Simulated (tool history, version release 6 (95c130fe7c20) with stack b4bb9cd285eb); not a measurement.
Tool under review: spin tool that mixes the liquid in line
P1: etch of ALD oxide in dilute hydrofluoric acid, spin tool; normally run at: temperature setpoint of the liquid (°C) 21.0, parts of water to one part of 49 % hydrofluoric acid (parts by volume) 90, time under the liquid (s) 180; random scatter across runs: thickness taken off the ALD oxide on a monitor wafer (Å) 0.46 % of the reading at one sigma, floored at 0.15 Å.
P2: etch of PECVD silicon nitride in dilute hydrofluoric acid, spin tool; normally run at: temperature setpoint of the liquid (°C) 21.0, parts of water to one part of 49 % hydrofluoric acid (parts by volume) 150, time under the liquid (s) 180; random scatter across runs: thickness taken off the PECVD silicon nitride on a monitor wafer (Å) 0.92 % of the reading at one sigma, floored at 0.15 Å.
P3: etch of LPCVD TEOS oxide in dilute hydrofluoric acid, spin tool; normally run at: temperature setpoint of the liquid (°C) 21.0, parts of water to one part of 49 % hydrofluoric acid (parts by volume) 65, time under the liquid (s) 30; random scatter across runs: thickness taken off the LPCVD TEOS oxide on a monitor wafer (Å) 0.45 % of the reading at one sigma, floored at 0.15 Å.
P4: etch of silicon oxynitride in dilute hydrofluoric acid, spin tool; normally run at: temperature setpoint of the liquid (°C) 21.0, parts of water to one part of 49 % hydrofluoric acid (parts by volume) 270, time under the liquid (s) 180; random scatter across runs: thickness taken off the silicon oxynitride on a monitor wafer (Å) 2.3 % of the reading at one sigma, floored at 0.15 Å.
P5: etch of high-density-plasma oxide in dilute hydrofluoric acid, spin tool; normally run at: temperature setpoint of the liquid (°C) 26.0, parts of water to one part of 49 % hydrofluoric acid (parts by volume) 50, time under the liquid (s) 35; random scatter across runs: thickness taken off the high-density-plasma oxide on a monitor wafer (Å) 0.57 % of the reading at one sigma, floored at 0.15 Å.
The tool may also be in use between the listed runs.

run    day  process that ran  temperature setpoint of the liquid (°C)  parts of water to one part of 49 % hydrofluoric acid (parts by volume)  time under the liquid (s)  hours since the thermometer was replaced  hours since the hydrofluoric acid flow meter was replaced  thickness taken off the ALD oxide on a monitor wafer (Å)  thickness taken off the PECVD silicon nitride on a monitor wafer (Å)  thickness taken off the LPCVD TEOS oxide on a monitor wafer (Å)  thickness taken off the silicon oxynitride on a monitor wafer (Å)  thickness taken off the high-density-plasma oxide on a monitor wafer (Å)
  1  0.142                P1                                     21.0                                                                      90                        180                                     553.7                                                     1232.0                                                   258.500
  2  0.279                P2                                     21.0                                                                     150                        180                                     557.0                                                     1235.3                                                                                                                          25.946
  3  0.462                P1                                     21.0                                                                      90                         15                                     561.4                                                     1239.7                                                    21.655
  4  0.625                P3                                     21.0                                                                      65                         60                                     565.3                                                     1243.6                                                                                                                                                                                          159.190
  5  0.746                P4                                     28.5                                                                     270                        180                                     568.2                                                     1246.5                                                                                                                                                                                                                                                             13.1240
  6  0.896                P5                                     31.0                                                                      50                         35                                     571.8                                                     1250.1                                                                                                                                                                                                                                                                                                                                        49.425
  7  1.050                P1                                     17.0                                                                      90                        180                                     575.5                                                     1253.8                                                   220.320
  8  1.192                P4                                     21.0                                                                     270                        340                                     578.9                                                     1257.2                                                                                                                                                                                                                                                             17.8570
  9  1.288                P3                                     21.0                                                                     100                         30                                     581.2                                                     1259.5                                                                                                                                                                                           49.710
 10  1.471                P1                                     28.0                                                                      55                        180                                     585.6                                                     1263.9                                                   591.170
 11  1.658                P3                                     21.0                                                                      65                         30                                     590.1                                                     1268.4                                                                                                                                                                                           79.842
 12  1.796                P3                                     21.0                                                                      65                         30                                     593.4                                                     1271.7                                                                                                                                                                                           80.025
 13  1.912                P1                                     21.0                                                                      90                        180                                     596.2                                                     1274.5                                                   258.830
 14  2.054                P4                                     21.0                                                                     270                        180                                     599.6                                                     1277.9                                                                                                                                                                                                                                                              9.6007
 15  2.154                P5                                     26.0                                                                      80                         35                                     602.0                                                     1280.3                                                                                                                                                                                                                                                                                                                                        24.134
 16  2.346                P5                                     26.0                                                                      50                         55                                     606.6                                                     1284.9                                                                                                                                                                                                                                                                                                                                        63.048
 17  2.467                P1                                     21.0                                                                     160                        180                                     609.5                                                     1287.8                                                   134.780
 18  2.596                P2                                     28.0                                                                     150                        180                                     612.6                                                     1290.9                                                                                                                          40.772
 19  2.754                P4                                     21.0                                                                      45                        180                                     616.4                                                     1294.7                                                                                                                                                                                                                                                             70.7920
 20  2.904                P2                                     21.0                                                                     150                        295                                     620.0                                                     1298.3                                                                                                                          42.328
 21  3.083                P1                                     21.0                                                                      35                        180                                     624.3                                                     1302.6                                                   708.390
 22  3.175                P1                                     21.0                                                                      90                        180                                     626.5                                                     1304.8                                                   258.730
 23  3.350                P3                                     28.5                                                                      65                         30                                     630.7                                                     1309.0                                                                                                                                                                                          107.690
 24  3.467                P5                                     26.0                                                                      50                         35                                     633.5                                                     1311.8                                                                                                                                                                                                                                                                                                                                        40.363
 25  3.558                P1                                     28.5                                                                      90                        110                                     635.7                                                     1314.0                                                   213.400
 26  3.662                P1                                     21.0                                                                      90                        180                                     638.2                                                     1316.5                                                   260.490
 27  3.846                P1                                     21.0                                                                      90                        295                                     642.6                                                     1320.9                                                   426.520
 28  3.929                P1                                     21.0                                                                      90                        180                                     644.6                                                     1322.9                                                   259.720
 29  4.033                P1                                     21.0                                                                      90                        180                                     647.1                                                     1325.4                                                   260.420
 30  4.125                P1                                     28.5                                                                      90                        180                                     649.3                                                     1327.6                                                   352.090
 31  4.250                P2                                     21.0                                                                      95                        180                                     652.3                                                     1330.6                                                                                                                          41.068
 32  4.417                P1                                     21.0                                                                      90                        180                                     656.3                                                     1334.6                                                   259.630
 33  4.579                P1                                     21.0                                                                      90                        180                                     660.2                                                     1338.5                                                   269.840
 34  4.696                P1                                     21.0                                                                      90                        180                                     663.0                                                     1341.3                                                   274.360
 35  4.846                P1                                     21.0                                                                      90                        180                                     666.6                                                     1344.9                                                   277.850
 36  4.962                P1                                     21.0                                                                      90                        180                                     669.4                                                     1347.7                                                   281.710
 37  5.088                P1                                     21.0                                                                      90                        180                                     672.4                                                     1350.7                                                   283.480
 38  5.233                P1                                     21.0                                                                      90                        180                                     675.9                                                     1354.2                                                   283.460
 39  5.367                P1                                     21.0                                                                      90                        180                                     679.1                                                     1357.4                                                   285.370
 40  5.550                P1                                     21.0                                                                      90                        180                                     683.5                                                     1361.8                                                   285.390
 41  5.650                P1                                     21.0                                                                      90                        180                                     685.9                                                     1364.2                                                   284.100

The log shows P1 creeping away from where it was. Any of the 2 causes listed here, at the size stated for it, fits the log just as well as the others:
A: hydrofluoric acid flow above the setpoint (%) = 9.04
B: liquid hotter than its thermometer reads (K) = 2.36
At approximately day 4.417, the process output began to creep.

Which of the check runs below tells the causes apart, meaning the causes would give it clearly different results? Each run uses 2 wafers whose results are averaged, and each result is shown as a question mark.
check 1  5.750                P3                                     21.0                                                                      65                         30                                                                                                                                                                                                                                                                                                     ?
check 2  5.750                P4                                     21.0                                                                     270                        180                                                                                                                                                                                                                                                                                                                                                                        ?
check 3  5.750                P5                                     26.0                                                                      50                         35                                                                                                                                                                                                                                                                                                                                                                                                                                                  ?
check 4  5.750                P2                                     21.0                                                                     150                        180                                                                                                                                                                                                                                    ?

If the cause were each of the candidates in turn, the checks would give the following:
  check                                                                    result     if A     if B
check 1           thickness taken off the LPCVD TEOS oxide on a monitor wafer (Å)   87.348   87.729
check 2         thickness taken off the silicon oxynitride on a monitor wafer (Å)  10.5020  10.5300
check 3  thickness taken off the high-density-plasma oxide on a monitor wafer (Å)   44.200   44.300
check 4      thickness taken off the PECVD silicon nitride on a monitor wafer (Å)   28.360   30.417
Distance between the nearest two causes, measured in the result of the check that separates them most: check 1 0.43 %; check 2 0.27 %; check 3 0.23 %; check 4 7 %
The causes can be told apart only by check 4. The other checks would give nearly the same results under each of them.

The results of check 4 are: thickness taken off the PECVD silicon nitride on a monitor wafer (Å) 30.592. Based on these, which of the listed causes is it?

The cause is B: liquid hotter than its thermometer reads (K).
